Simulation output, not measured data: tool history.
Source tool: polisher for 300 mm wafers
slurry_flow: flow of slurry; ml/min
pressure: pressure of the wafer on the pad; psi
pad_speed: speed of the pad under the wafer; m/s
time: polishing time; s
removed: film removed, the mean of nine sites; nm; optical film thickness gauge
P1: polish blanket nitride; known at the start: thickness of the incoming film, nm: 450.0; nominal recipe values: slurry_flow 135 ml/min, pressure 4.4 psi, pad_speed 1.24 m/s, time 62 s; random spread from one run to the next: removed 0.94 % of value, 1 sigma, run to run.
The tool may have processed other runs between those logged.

| run | hour | slurry_flow | pressure | pad_speed | time | removed |
|---|---|---|---|---|---|---|
| 1 | 6.5 | 135 | 4.4 | 1.24 | 62 | 177.450 |
| 2 | 10.0 | 135 | 4.4 | 1.24 | 62 | 176.330 |
| 3 | 13.6 | 135 | 4.4 | 1.24 | 96 | 275.680 |
| 4 | 19.9 | 190 | 4.4 | 1.24 | 62 | 186.230 |
| 5 | 25.7 | 135 | 4.4 | 1.92 | 62 | 251.080 |
| 6 | 33.3 | 80 | 4.4 | 1.24 | 62 | 156.280 |
| 7 | 37.8 | 135 | 4.4 | 1.24 | 62 | 176.210 |
| 8 | 43.0 | 135 | 4.4 | 0.74 | 62 | 117.130 |
| 9 | 49.1 | 135 | 6.6 | 0.84 | 62 | 193.360 |
| 10 | 52.5 | 135 | 4.4 | 1.24 | 62 | 176.090 |
| 11 | 59.7 | 100 | 3.4 | 1.24 | 62 | 129.290 |
| 12 | 66.2 | 135 | 2.0 | 1.24 | 62 | 80.142 |
| 13 | 73.8 | 135 | 4.4 | 1.24 | 41 | 116.260 |
| 14 | 77.1 | 135 | 6.8 | 1.24 | 62 | 272.130 |
| 15 | 81.5 | 135 | 4.4 | 0.92 | 33 | 72.310 |
| 16 | 88.9 | 135 | 4.4 | 1.24 | 62 | 175.020 |
| 17 | 96.2 | 135 | 4.4 | 1.24 | 62 | 167.500 |
| 18 | 102.2 | 135 | 4.4 | 1.24 | 62 | 165.120 |
| 19 | 109.4 | 135 | 4.4 | 1.24 | 62 | 165.770 |
| 20 | 114.2 | 135 | 4.4 | 1.24 | 62 | 165.060 |
| 21 | 121.7 | 135 | 4.4 | 1.24 | 62 | 162.690 |
|  | 127.0 | worn pad replaced by a new one |
| 22 | 128.4 | 135 | 4.4 | 1.24 | 62 | 164.420 |
| 23 | 132.9 | 135 | 4.4 | 1.24 | 62 | 160.410 |
| 24 | 136.5 | 135 | 4.4 | 1.24 | 62 | 162.130 |
| 25 | 141.7 | 135 | 4.4 | 1.24 | 62 | 163.150 |

P1 no longer gives what it gave before; its output has crept away from where it was. The following 2 causes, each at its listed size, fit the log equally well:
A: slurry flow missing at the pad, % = 31.7
B: head's pressure below its setpoint, % = 8.22
Creep in the process output first set in at about hour 88.9.
Each remaining cause and why it is not a fit:
removal rate lost through wear of the pad, %: work on it at hour 127.0, done after the drift set in, did not restore what the process gave before

Consider the 4 check runs below, whose results appear as question marks and each of which averages 2 wafers. Which one distinguishes the causes, in that each cause would give it a clearly different result?
| check 1 | 146.9 | 135 | 2.8 | 1.24 | 62 | ? |
| check 2 | 146.9 | 80 | 4.4 | 1.24 | 62 | ? |
| check 3 | 146.9 | 135 | 6.7 | 1.24 | 62 | ? |
| check 4 | 146.9 | 135 | 4.4 | 0.84 | 46 | ? |

Check results expected under each cause:
| check | result | if A | if B |
|---|---|---|---|
| check 1 | removed | 102.780 | 102.800 |
| check 2 | removed | 135.620 | 142.410 |
| check 3 | removed | 245.950 | 245.980 |
| check 4 | removed | 87.756 | 87.765 |
Distance between the nearest two causes, measured in the result of the check that separates them most: check 1 0.01 %; check 2 4.89 %; check 3 0.01 %; check 4 0.01 %
Only in check 2 would the causes give clearly different results; in the remaining checks their results would be nearly the same.

Check 2 was then run and gave: removed 141.470 nm. Which cause is it?

It was cause B: head's pressure below its setpoint, %.

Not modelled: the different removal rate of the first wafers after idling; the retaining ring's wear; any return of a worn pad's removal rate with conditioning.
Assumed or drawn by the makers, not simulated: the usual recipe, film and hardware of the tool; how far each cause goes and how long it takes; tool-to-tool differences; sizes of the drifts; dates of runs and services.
